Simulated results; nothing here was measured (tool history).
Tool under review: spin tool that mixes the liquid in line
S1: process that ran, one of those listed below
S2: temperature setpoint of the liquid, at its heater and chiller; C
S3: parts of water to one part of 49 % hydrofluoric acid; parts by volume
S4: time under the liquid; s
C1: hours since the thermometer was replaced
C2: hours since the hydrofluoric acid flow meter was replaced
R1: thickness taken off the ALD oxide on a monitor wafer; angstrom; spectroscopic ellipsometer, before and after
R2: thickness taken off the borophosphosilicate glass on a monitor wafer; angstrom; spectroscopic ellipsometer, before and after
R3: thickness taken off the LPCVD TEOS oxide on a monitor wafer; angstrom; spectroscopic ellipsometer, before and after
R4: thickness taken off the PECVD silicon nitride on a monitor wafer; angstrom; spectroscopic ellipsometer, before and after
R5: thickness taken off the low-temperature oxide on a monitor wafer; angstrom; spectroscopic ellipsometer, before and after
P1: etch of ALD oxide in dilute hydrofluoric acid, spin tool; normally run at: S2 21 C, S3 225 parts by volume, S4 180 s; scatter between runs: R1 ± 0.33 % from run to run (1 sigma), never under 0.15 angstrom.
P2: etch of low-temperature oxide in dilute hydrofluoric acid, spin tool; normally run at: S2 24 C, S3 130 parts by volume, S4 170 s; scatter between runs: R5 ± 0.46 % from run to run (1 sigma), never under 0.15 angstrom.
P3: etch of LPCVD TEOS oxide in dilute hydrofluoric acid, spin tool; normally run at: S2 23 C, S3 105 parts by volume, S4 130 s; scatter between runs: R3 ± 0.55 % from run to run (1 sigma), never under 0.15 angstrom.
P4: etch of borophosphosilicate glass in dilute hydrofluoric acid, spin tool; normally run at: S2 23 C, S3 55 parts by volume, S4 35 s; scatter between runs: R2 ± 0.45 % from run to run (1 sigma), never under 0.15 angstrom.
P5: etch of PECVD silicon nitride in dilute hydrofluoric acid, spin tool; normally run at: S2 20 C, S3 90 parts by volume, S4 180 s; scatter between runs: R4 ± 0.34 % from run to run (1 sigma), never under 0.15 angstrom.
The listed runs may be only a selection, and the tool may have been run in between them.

Run 1, hour 15.7: S1 P1, S2 21 C, S3 225 parts by volume, S4 180 s; C1 660.7; C2 542.6. Result: R1 61.485 angstrom.
Run 2, hour 31.7: S1 P1, S2 21 C, S3 225 parts by volume, S4 100 s; C1 676.7; C2 558.6. Result: R1 34.16 angstrom.
Run 3, hour 40.2: S1 P1, S2 21 C, S3 225 parts by volume, S4 180 s; C1 685.2; C2 567.1. Result: R1 61.782 angstrom.
Run 4, hour 47.7: S1 P4, S2 23 C, S3 20 parts by volume, S4 35 s; C1 692.7; C2 574.6. Result: R2 1019.3 angstrom.
Run 5, hour 62.5: S1 P3, S2 23 C, S3 105 parts by volume, S4 130 s; C1 707.5; C2 589.4. Result: R3 365.66 angstrom.
Run 6, hour 71.5: S1 P1, S2 17 C, S3 335 parts by volume, S4 180 s; C1 716.5; C2 598.4. Result: R1 32.083 angstrom.
Run 7, hour 79.8: S1 P5, S2 28 C, S3 90 parts by volume, S4 180 s; C1 724.8; C2 606.7. Result: R4 107.55 angstrom.
Run 8, hour 89.3: S1 P1, S2 21 C, S3 225 parts by volume, S4 180 s; C1 734.3; C2 616.2. Result: R1 61.885 angstrom.
Run 9, hour 99.9: S1 P1, S2 21 C, S3 225 parts by volume, S4 355 s; C1 744.9; C2 626.8. Result: R1 121.99 angstrom.
Run 10, hour 108.6: S1 P1, S2 21 C, S3 225 parts by volume, S4 180 s; C1 753.6; C2 635.5. Result: R1 61.796 angstrom.
Run 11, hour 116.4: S1 P3, S2 23 C, S3 105 parts by volume, S4 35 s; C1 761.4; C2 643.3. Result: R3 98.343 angstrom.
Run 12, hour 130.1: S1 P5, S2 20 C, S3 90 parts by volume, S4 340 s; C1 775.1; C2 657. Result: R4 118.97 angstrom.
Run 13, hour 140.9: S1 P2, S2 24 C, S3 235 parts by volume, S4 170 s; C1 785.9; C2 667.8. Result: R5 127.04 angstrom.
Run 14, hour 149.7: S1 P1, S2 17 C, S3 225 parts by volume, S4 180 s; C1 794.7; C2 676.6. Result: R1 52.845 angstrom.
Run 15, hour 157.5: S1 P5, S2 20 C, S3 125 parts by volume, S4 180 s; C1 802.5; C2 684.4. Result: R4 45.89 angstrom.
Run 16, hour 172: S1 P1, S2 21 C, S3 65 parts by volume, S4 180 s; C1 817; C2 698.9. Result: R1 254.06 angstrom.
Run 17, hour 179.8: S1 P4, S2 23 C, S3 55 parts by volume, S4 35 s; C1 824.8; C2 706.7. Result: R2 356.08 angstrom.
Run 18, hour 190.1: S1 P2, S2 24 C, S3 130 parts by volume, S4 315 s; C1 835.1; C2 717. Result: R5 475.92 angstrom.
Run 19, hour 203.6: S1 P4, S2 23 C, S3 55 parts by volume, S4 35 s; C1 848.6; C2 730.5. Result: R2 356.74 angstrom.
Run 20, hour 216.4: S1 P5, S2 20 C, S3 90 parts by volume, S4 180 s; C1 861.4; C2 743.3. Result: R4 63.077 angstrom.
Run 21, hour 227.5: S1 P4, S2 31 C, S3 55 parts by volume, S4 35 s; C1 872.5; C2 754.4. Result: R2 492.35 angstrom.
Run 22, hour 235.8: S1 P2, S2 24 C, S3 130 parts by volume, S4 170 s; C1 880.8; C2 762.7. Result: R5 258.64 angstrom.
Run 23, hour 247.3: S1 P2, S2 24 C, S3 130 parts by volume, S4 170 s; C1 892.3; C2 774.2. Result: R5 255.33 angstrom.
Run 24, hour 258.8: S1 P3, S2 23 C, S3 40 parts by volume, S4 130 s; C1 903.8; C2 785.7. Result: R3 1050 angstrom.
Run 25, hour 266.6: S1 P5, S2 20 C, S3 90 parts by volume, S4 180 s; C1 911.6; C2 793.5. Result: R4 62.9 angstrom.
Run 26, hour 275.1: S1 P3, S2 29.5 C, S3 105 parts by volume, S4 130 s; C1 920.1; C2 802. Result: R3 467.13 angstrom.
Run 27, hour 283.2: S1 P1, S2 21 C, S3 310 parts by volume, S4 355 s; C1 928.2; C2 810.1. Result: R1 81.797 angstrom.
Run 28, hour 292.6: S1 P1, S2 28.5 C, S3 225 parts by volume, S4 180 s; C1 937.6; C2 819.5. Result: R1 80.669 angstrom.
Run 29, hour 302.9: S1 P1, S2 17.5 C, S3 225 parts by volume, S4 265 s; C1 947.9; C2 829.8. Result: R1 79.481 angstrom.
Run 30, hour 311.9: S1 P1, S2 21 C, S3 225 parts by volume, S4 180 s; C1 956.9; C2 838.8. Result: R1 62.216 angstrom.
Run 31, hour 322.1: S1 P2, S2 18 C, S3 130 parts by volume, S4 170 s; C1 967.1; C2 849. Result: R5 203.93 angstrom.
Run 32, hour 330.6: S1 P1, S2 21 C, S3 385 parts by volume, S4 180 s; C1 975.6; C2 857.5. Result: R1 31.282 angstrom.
Run 33, hour 342.1: S1 P1, S2 21 C, S3 225 parts by volume, S4 180 s; C1 987.1; C2 869. Result: R1 61.953 angstrom.
Run 34, hour 355.2: S1 P4, S2 23 C, S3 55 parts by volume, S4 15 s; C1 1000.2; C2 882.1. Result: R2 151.85 angstrom.
Run 35, hour 366.1: S1 P1, S2 21 C, S3 225 parts by volume, S4 180 s; C1 1011.1; C2 893. Result: R1 61.477 angstrom.
Run 36, hour 375.1: S1 P1, S2 21 C, S3 225 parts by volume, S4 180 s; C1 1020.1; C2 902. Result: R1 59.923 angstrom.
Run 37, hour 385.5: S1 P1, S2 21 C, S3 225 parts by volume, S4 180 s; C1 1030.5; C2 912.4. Result: R1 59.134 angstrom.
Run 38, hour 398.8: S1 P1, S2 21 C, S3 225 parts by volume, S4 180 s; C1 1043.8; C2 925.7. Result: R1 58.101 angstrom.
Run 39, hour 412.9: S1 P1, S2 21 C, S3 225 parts by volume, S4 180 s; C1 1057.9; C2 939.8. Result: R1 57.417 angstrom.
Run 40, hour 427.2: S1 P1, S2 21 C, S3 225 parts by volume, S4 180 s; C1 1072.2; C2 954.1. Result: R1 57.805 angstrom.
Run 41, hour 437.8: S1 P1, S2 21 C, S3 225 parts by volume, S4 180 s; C1 1082.8; C2 964.7. Result: R1 57.316 angstrom.
Run 42, hour 452.2: S1 P1, S2 21 C, S3 225 parts by volume, S4 180 s; C1 1097.2; C2 979.1. Result: R1 57.052 angstrom.

The output of P1 has drifted from where it used to be. Each of the 2 causes below, taken at the size shown beside it, accounts for the log equally well:
A: hydrofluoric acid flow below the setpoint (%) = 5.83
B: liquid colder than its thermometer reads (K) = 1.94
The onset of the drift is placed at about hour 366.1.

Of the 4 check runs listed below, each run on one wafer and each result written as a question mark, which would let you distinguish the listed causes because they would give clearly different results?
Run check 1, hour 466.6: S1 P2, S2 24 C, S3 230 parts by volume, S4 170 s. Result: R5 ?.
Run check 2, hour 466.6: S1 P5, S2 28 C, S3 90 parts by volume, S4 310 s. Result: R4 ?.
Run check 3, hour 466.6: S1 P4, S2 30.5 C, S3 55 parts by volume, S4 20 s. Result: R2 ?.
Run check 4, hour 466.6: S1 P3, S2 26.5 C, S3 105 parts by volume, S4 45 s. Result: R3 ?.

If the cause were each of the candidates in turn, the checks would give the following:
  check  result    if A    if B
check 1      R5  121.28  121.72
check 2      R4  173.78  162.78
check 3      R2  257.42  254.69
check 4      R3  135.47  134.52
How far apart the two closest causes lie, in the result that separates them most: check 1 0.37 %; check 2 6.54 %; check 3 1.06 %; check 4 0.71 %
Only check 2 tells the causes apart: in the others they would give nearly the same result.

Check 2 has now been run. It gave: R4 162.18 angstrom. Which of the candidate causes is it?

It was cause B: liquid colder than its thermometer reads (K).
